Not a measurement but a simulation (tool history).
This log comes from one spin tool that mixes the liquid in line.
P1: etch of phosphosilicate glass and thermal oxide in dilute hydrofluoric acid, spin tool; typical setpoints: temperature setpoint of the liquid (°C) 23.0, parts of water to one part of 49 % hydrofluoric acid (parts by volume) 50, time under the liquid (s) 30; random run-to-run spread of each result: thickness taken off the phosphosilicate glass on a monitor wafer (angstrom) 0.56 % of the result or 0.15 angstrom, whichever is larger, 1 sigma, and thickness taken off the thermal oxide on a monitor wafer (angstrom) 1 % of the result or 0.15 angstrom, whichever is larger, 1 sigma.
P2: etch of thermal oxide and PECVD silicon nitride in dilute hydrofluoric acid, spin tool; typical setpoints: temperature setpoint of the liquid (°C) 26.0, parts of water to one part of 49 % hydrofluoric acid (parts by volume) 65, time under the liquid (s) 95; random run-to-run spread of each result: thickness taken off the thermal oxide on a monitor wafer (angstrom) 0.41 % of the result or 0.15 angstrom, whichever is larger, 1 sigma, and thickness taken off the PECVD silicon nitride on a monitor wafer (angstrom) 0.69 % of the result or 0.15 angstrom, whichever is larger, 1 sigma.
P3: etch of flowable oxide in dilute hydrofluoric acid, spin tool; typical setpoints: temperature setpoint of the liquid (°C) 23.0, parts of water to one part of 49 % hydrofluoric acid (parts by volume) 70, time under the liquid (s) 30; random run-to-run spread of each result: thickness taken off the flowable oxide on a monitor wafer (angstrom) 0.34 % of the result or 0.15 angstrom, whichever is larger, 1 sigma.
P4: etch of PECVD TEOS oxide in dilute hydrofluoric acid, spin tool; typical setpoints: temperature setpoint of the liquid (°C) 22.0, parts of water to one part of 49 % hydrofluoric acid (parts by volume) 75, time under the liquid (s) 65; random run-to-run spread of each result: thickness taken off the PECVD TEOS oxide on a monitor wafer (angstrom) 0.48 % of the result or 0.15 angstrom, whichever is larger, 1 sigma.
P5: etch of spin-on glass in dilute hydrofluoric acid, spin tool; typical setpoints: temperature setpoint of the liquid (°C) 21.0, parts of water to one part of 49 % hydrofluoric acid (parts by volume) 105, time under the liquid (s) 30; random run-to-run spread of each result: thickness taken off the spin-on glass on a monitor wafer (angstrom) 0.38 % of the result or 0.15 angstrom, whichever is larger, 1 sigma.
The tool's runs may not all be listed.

run,day,process that ran,temperature setpoint of the liquid (°C),parts of water to one part of 49 % hydrofluoric acid (parts by volume),time under the liquid (s),hours since the thermometer was replaced,hours since the hydrofluoric acid flow meter was replaced,thickness taken off the phosphosilicate glass on a monitor wafer (angstrom),thickness taken off the thermal oxide on a monitor wafer (angstrom),thickness taken off the PECVD TEOS oxide on a monitor wafer (angstrom),thickness taken off the spin-on glass on a monitor wafer (angstrom),thickness taken off the flowable oxide on a monitor wafer (angstrom),thickness taken off the PECVD silicon nitride on a monitor wafer (angstrom)
1,0.150,P1,23.0,50,30,199.9,355.0,700.84,27.924,,,,
2,0.242,P4,17.0,75,65,202.1,357.2,,,82.693,,,
3,0.321,P1,23.0,50,45,204.0,359.1,1049.10,42.495,,,,
4,0.483,P5,21.0,105,30,207.9,363.0,,,,82.307,,
5,0.562,P1,23.0,50,30,209.8,364.9,699.18,28.018,,,,
6,0.721,P1,23.0,50,15,213.6,368.7,349.09,13.783,,,,
7,0.888,P1,23.0,50,30,217.6,372.7,703.85,27.646,,,,
8,1.042,P1,23.0,50,30,221.3,376.4,698.81,27.443,,,,
9,1.175,P1,23.0,30,30,224.5,379.6,1195.80,46.779,,,,
10,1.312,P5,21.0,105,30,227.8,382.9,,,,83.181,,
11,1.483,P1,18.5,85,30,231.9,387.0,329.02,13.168,,,,
12,1.612,P1,23.0,50,30,235.0,390.1,703.51,28.043,,,,
13,1.746,P1,23.0,50,30,238.2,393.3,699.37,28.219,,,,
14,1.850,P4,22.0,75,15,240.7,395.8,,,23.682,,,
15,1.967,P4,22.0,20,65,243.5,398.6,,,415.170,,,
16,2.108,P1,23.0,85,30,246.9,402.0,394.03,15.439,,,,
17,2.283,P3,23.0,70,50,251.1,406.2,,,,,326.10,
18,2.450,P2,22.5,65,95,255.1,410.2,,66.817,,,,30.291
19,2.608,P4,22.0,75,65,258.9,414.0,,,102.300,,,
20,2.692,P1,17.0,50,30,260.9,416.0,540.37,21.285,,,,
21,2.804,P5,26.5,105,30,263.6,418.7,,,,102.710,,
22,2.921,P1,29.0,50,30,266.4,421.5,888.83,35.827,,,,
23,3.079,P2,26.0,65,95,270.2,425.3,,76.431,,,,39.153
24,3.233,P3,17.0,70,30,273.9,429.0,,,,,151.66,
# day 3.238: thermometer replaced
25,3.354,P2,26.0,65,30,2.8,431.9,,24.010,,,,12.366
26,3.479,P5,21.0,105,65,5.8,434.9,,,,179.100,,
27,3.604,P2,26.0,65,95,8.8,437.9,,76.753,,,,39.439
28,3.717,P3,23.0,70,30,11.5,440.6,,,,,196.24,
29,3.858,P5,21.0,30,30,14.9,444.0,,,,318.640,,
30,3.971,P3,23.0,105,30,17.6,446.7,,,,,125.49,
31,4.138,P2,26.0,115,95,21.6,450.7,,40.754,,,,22.275
32,4.304,P1,23.0,50,30,25.6,454.7,701.28,28.043,,,,
33,4.467,P1,23.0,50,30,29.5,458.6,724.92,28.525,,,,
34,4.600,P1,23.0,50,30,32.7,461.8,728.40,28.984,,,,
35,4.721,P1,23.0,50,30,35.6,464.7,742.06,30.027,,,,
36,4.817,P1,23.0,50,30,37.9,467.0,744.58,29.193,,,,
37,4.938,P1,23.0,50,30,40.8,469.9,741.91,29.429,,,,
38,5.058,P1,23.0,50,30,43.7,472.8,744.33,30.235,,,,
39,5.167,P1,23.0,50,30,46.3,475.4,757.23,29.154,,,,
40,5.258,P1,23.0,50,30,48.5,477.6,745.10,29.492,,,,

P1 has crept away from where it was. The log is fitted equally well by each of these 2 causes, at the sizes shown:
A: liquid hotter than its thermometer reads (K) = 1.6
B: hydrofluoric acid flow above the setpoint (%) = 6.39
The creep began at about day 4.304.

Each of the check runs listed below is run on 2 wafers and reports their average, with the results left as question marks. Pick the one under which the possible causes would lead to clearly different results.
check 1,5.350,P2,26.0,65,95,,,,?,,,,?
check 2,5.350,P3,23.0,70,30,,,,,,,?,
check 3,5.350,P5,21.0,105,30,,,,,,?,,
check 4,5.350,P4,22.0,75,65,,,,,?,,,

Check results expected under each cause:
check,result,if A,if B
check 1,thickness taken off the thermal oxide on a monitor wafer (angstrom),81.693,81.989
check 1,thickness taken off the PECVD silicon nitride on a monitor wafer (angstrom),43.300,41.443
check 2,thickness taken off the flowable oxide on a monitor wafer (angstrom),208.67,209.14
check 3,thickness taken off the spin-on glass on a monitor wafer (angstrom),88.037,88.455
check 4,thickness taken off the PECVD TEOS oxide on a monitor wafer (angstrom),109.700,109.940
Smallest distance between any two causes, each pair judged by its most separating result, in per cent: check 1 4.38 %; check 2 0.22 %; check 3 0.47 %; check 4 0.21 %
Check 1 distinguishes between the causes, while the remaining checks would return nearly the same result for all of them.

Check 1 has now been run. It gave: thickness taken off the thermal oxide on a monitor wafer (angstrom) 82.025; thickness taken off the PECVD silicon nitride on a monitor wafer (angstrom) 41.409. Which of the candidate causes is it?

It was cause B: hydrofluoric acid flow above the setpoint (%).
